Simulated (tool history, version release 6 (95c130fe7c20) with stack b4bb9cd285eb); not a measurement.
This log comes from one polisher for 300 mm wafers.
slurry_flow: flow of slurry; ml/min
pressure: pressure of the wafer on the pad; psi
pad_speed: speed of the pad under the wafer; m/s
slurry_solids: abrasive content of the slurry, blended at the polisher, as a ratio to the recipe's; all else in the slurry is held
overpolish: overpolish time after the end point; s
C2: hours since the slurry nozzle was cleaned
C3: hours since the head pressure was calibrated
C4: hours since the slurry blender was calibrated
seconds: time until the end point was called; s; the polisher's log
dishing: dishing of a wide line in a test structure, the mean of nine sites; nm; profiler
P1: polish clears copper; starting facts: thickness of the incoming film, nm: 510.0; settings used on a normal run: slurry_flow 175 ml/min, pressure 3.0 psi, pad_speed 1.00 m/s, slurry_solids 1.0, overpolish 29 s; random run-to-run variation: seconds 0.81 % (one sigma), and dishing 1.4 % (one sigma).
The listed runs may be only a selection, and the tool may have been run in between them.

Run 1, hour 8.0: slurry_flow 175 ml/min, pressure 3.0 psi, pad_speed 1.00 m/s, slurry_solids 1.0, overpolish 29 s; wafers polished on this pad 357; C2 258.3; C3 126.7; C4 75.7. Result: seconds 165.30 s, dishing 51.600 nm.
Run 2, hour 12.7: slurry_flow 110 ml/min, pressure 3.0 psi, pad_speed 1.00 m/s, slurry_solids 1.0, overpolish 29 s; wafers polished on this pad 392; C2 263.0; C3 131.4; C4 80.4. Result: seconds 179.38 s, dishing 48.813 nm.
Run 3, hour 18.2: slurry_flow 175 ml/min, pressure 3.0 psi, pad_speed 1.00 m/s, slurry_solids 0.6, overpolish 29 s; wafers polished on this pad 433; C2 268.5; C3 136.9; C4 85.9. Result: seconds 186.86 s, dishing 46.962 nm.
Run 4, hour 22.8: slurry_flow 175 ml/min, pressure 3.0 psi, pad_speed 1.00 m/s, slurry_solids 1.0, overpolish 9 s; wafers polished on this pad 468; C2 273.1; C3 141.5; C4 90.5. Result: seconds 163.23 s, dishing 19.254 nm.
Run 5, hour 32.0: slurry_flow 175 ml/min, pressure 3.0 psi, pad_speed 1.00 m/s, slurry_solids 1.0, overpolish 29 s; wafers polished on this pad 536; C2 282.3; C3 150.7; C4 99.7. Result: seconds 165.95 s, dishing 51.423 nm.
Run 6, hour 39.8: slurry_flow 175 ml/min, pressure 3.0 psi, pad_speed 1.00 m/s, slurry_solids 1.0, overpolish 29 s; wafers polished on this pad 594; C2 290.1; C3 158.5; C4 107.5. Result: seconds 169.71 s, dishing 52.168 nm.
Run 7, hour 45.0: slurry_flow 175 ml/min, pressure 3.0 psi, pad_speed 0.72 m/s, slurry_solids 1.0, overpolish 29 s; wafers polished on this pad 633; C2 295.3; C3 163.7; C4 112.7. Result: seconds 229.03 s, dishing 40.200 nm.
Run 8, hour 54.3: slurry_flow 175 ml/min, pressure 3.0 psi, pad_speed 1.00 m/s, slurry_solids 1.5, overpolish 29 s; wafers polished on this pad 702; C2 304.6; C3 173.0; C4 122.0. Result: seconds 151.78 s, dishing 54.316 nm.
Run 9, hour 62.0: slurry_flow 175 ml/min, pressure 3.0 psi, pad_speed 1.54 m/s, slurry_solids 1.0, overpolish 29 s; wafers polished on this pad 760; C2 312.3; C3 180.7; C4 129.7. Result: seconds 107.87 s, dishing 68.800 nm.
Run 10, hour 69.5: slurry_flow 175 ml/min, pressure 3.0 psi, pad_speed 1.00 m/s, slurry_solids 1.0, overpolish 29 s; wafers polished on this pad 816; C2 319.8; C3 188.2; C4 137.2. Result: seconds 165.07 s, dishing 50.510 nm.
Run 11, hour 77.1: slurry_flow 175 ml/min, pressure 2.1 psi, pad_speed 1.00 m/s, slurry_solids 1.0, overpolish 29 s; wafers polished on this pad 872; C2 327.4; C3 195.8; C4 144.8. Result: seconds 238.07 s, dishing 38.145 nm.
Run 12, hour 81.7: slurry_flow 175 ml/min, pressure 3.0 psi, pad_speed 1.00 m/s, slurry_solids 1.0, overpolish 42 s; wafers polished on this pad 906; C2 332.0; C3 200.4; C4 149.4. Result: seconds 166.90 s, dishing 65.644 nm.
Run 13, hour 90.1: slurry_flow 175 ml/min, pressure 3.0 psi, pad_speed 1.00 m/s, slurry_solids 1.0, overpolish 29 s; wafers polished on this pad 969; C2 340.4; C3 208.8; C4 157.8. Result: seconds 164.94 s, dishing 50.985 nm.
Run 14, hour 98.7: slurry_flow 175 ml/min, pressure 3.0 psi, pad_speed 0.64 m/s, slurry_solids 0.7, overpolish 29 s; wafers polished on this pad 1033; C2 349.0; C3 217.4; C4 166.4. Result: seconds 280.81 s, dishing 34.577 nm.
Run 15, hour 103.7: slurry_flow 175 ml/min, pressure 3.0 psi, pad_speed 1.00 m/s, slurry_solids 1.0, overpolish 29 s; wafers polished on this pad 1070; C2 354.0; C3 222.4; C4 171.4. Result: seconds 166.95 s, dishing 50.836 nm.
Run 16, hour 107.9: slurry_flow 240 ml/min, pressure 3.0 psi, pad_speed 1.00 m/s, slurry_solids 1.0, overpolish 29 s; wafers polished on this pad 1102; C2 358.2; C3 226.6; C4 175.6. Result: seconds 157.86 s, dishing 52.117 nm.
Run 17, hour 114.6: slurry_flow 175 ml/min, pressure 2.0 psi, pad_speed 0.58 m/s, slurry_solids 1.0, overpolish 29 s; wafers polished on this pad 1152; C2 364.9; C3 233.3; C4 182.3. Result: seconds 432.95 s, dishing 23.372 nm.
Run 18, hour 122.8: slurry_flow 175 ml/min, pressure 4.3 psi, pad_speed 1.00 m/s, slurry_solids 1.0, overpolish 29 s; wafers polished on this pad 1213; C2 373.1; C3 241.5; C4 190.5. Result: seconds 116.14 s, dishing 68.419 nm.
Run 19, hour 130.6: slurry_flow 175 ml/min, pressure 3.8 psi, pad_speed 1.00 m/s, slurry_solids 0.6, overpolish 29 s; wafers polished on this pad 1271; C2 380.9; C3 249.3; C4 198.3. Result: seconds 145.50 s, dishing 56.711 nm.
Run 20, hour 136.1: slurry_flow 175 ml/min, pressure 3.0 psi, pad_speed 1.00 m/s, slurry_solids 1.0, overpolish 29 s; wafers polished on this pad 1312; C2 386.4; C3 254.8; C4 203.8. Result: seconds 168.51 s, dishing 52.057 nm.

Expected results for the next run?
Run 21, hour 145.4: slurry_flow 175 ml/min, pressure 3.0 psi, pad_speed 1.00 m/s, slurry_solids 1.0, overpolish 29 s; wafers polished on this pad 1381; C2 395.7; C3 264.1; C4 213.1. Result: seconds ?, dishing ?.

Run 21 gave seconds 170.73 s, dishing 50.277 nm.
